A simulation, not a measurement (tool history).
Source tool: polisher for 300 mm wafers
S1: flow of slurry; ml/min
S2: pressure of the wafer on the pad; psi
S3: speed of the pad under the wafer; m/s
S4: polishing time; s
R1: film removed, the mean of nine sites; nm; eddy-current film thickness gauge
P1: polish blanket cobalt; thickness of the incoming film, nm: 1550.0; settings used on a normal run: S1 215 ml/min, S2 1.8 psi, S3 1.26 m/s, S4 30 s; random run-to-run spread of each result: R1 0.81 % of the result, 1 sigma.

run	day	S1	S2	S3	S4	R1
1	0.371	215	1.8	1.26	30	167.670
2	0.575	215	1.2	1.26	30	112.480
3	0.779	215	1.8	0.56	30	73.600
4	1.079	215	1.8	1.26	30	166.450
5	1.458	215	1.8	1.26	30	166.180
6	1.833	215	1.8	1.26	30	167.820
7	2.025	295	1.8	1.26	30	173.560
8	2.304	130	1.8	1.26	30	156.140
9	2.512	215	1.8	1.72	30	227.980
10	2.783	215	1.8	1.26	30	167.170
11	2.975	130	1.8	1.76	30	216.820
12	3.267	215	2.5	1.26	30	234.950
13	3.575	215	1.8	1.26	39	219.960
14	3.779	215	1.8	1.26	15	84.338
15	4.083	215	2.5	1.96	30	359.670
16	4.321	280	1.8	1.26	41	239.270
17	4.704	215	1.8	1.26	30	166.580
18	4.996	215	1.8	1.26	30	165.270
19	5.279	215	1.8	1.26	30	166.960
20	5.583	215	1.8	1.26	30	163.240
21	5.771	215	1.8	1.26	30	162.120
22	5.983	215	1.8	1.26	30	160.800
23	6.225	215	1.8	1.26	30	158.660
# day 6.492: worn pad replaced by a new one
24	6.546	215	1.8	1.26	30	160.960
25	6.792	215	1.8	1.26	30	156.250
26	7.129	215	1.8	1.26	30	157.830

P1 has crept away from where it was. The log is fitted equally well by each of these 2 causes, at the sizes shown:
A: slurry flow missing at the pad, % = 33.8
B: head's pressure below its setpoint, % = 5.99
The drift started at roughly day 5.279.
All other causes, with the reason each is excluded:
removal rate lost through wear of the pad, %: serviced at day 6.492, which brought nothing back

Of the 4 check runs below, each run on 3 wafers with the results averaged and each result still a question mark, which one would tell the listed causes apart?
check 1	7.467	215	2.2	1.62	30	?
check 2	7.467	215	1.8	1.66	30	?
check 3	7.467	215	1.8	1.26	21	?
check 4	7.467	130	1.8	1.26	30	?

How each check would come out, cause by cause:
check	result	if A	if B
check 1	R1	248.060	248.040
check 2	R1	207.970	207.950
check 3	R1	110.500	110.490
check 4	R1	140.760	145.890
Separation of the two closest causes in each check, using whichever result separates them best: check 1 0.01 %; check 2 0.01 %; check 3 0.01 %; check 4 3.58 %
Only check 4 tells the causes apart: in the others they would give nearly the same result.

Check 4 has now been run. It gave: R1 141.170 nm. Which of the candidate causes is it?

A is the cause: slurry flow missing at the pad, %.
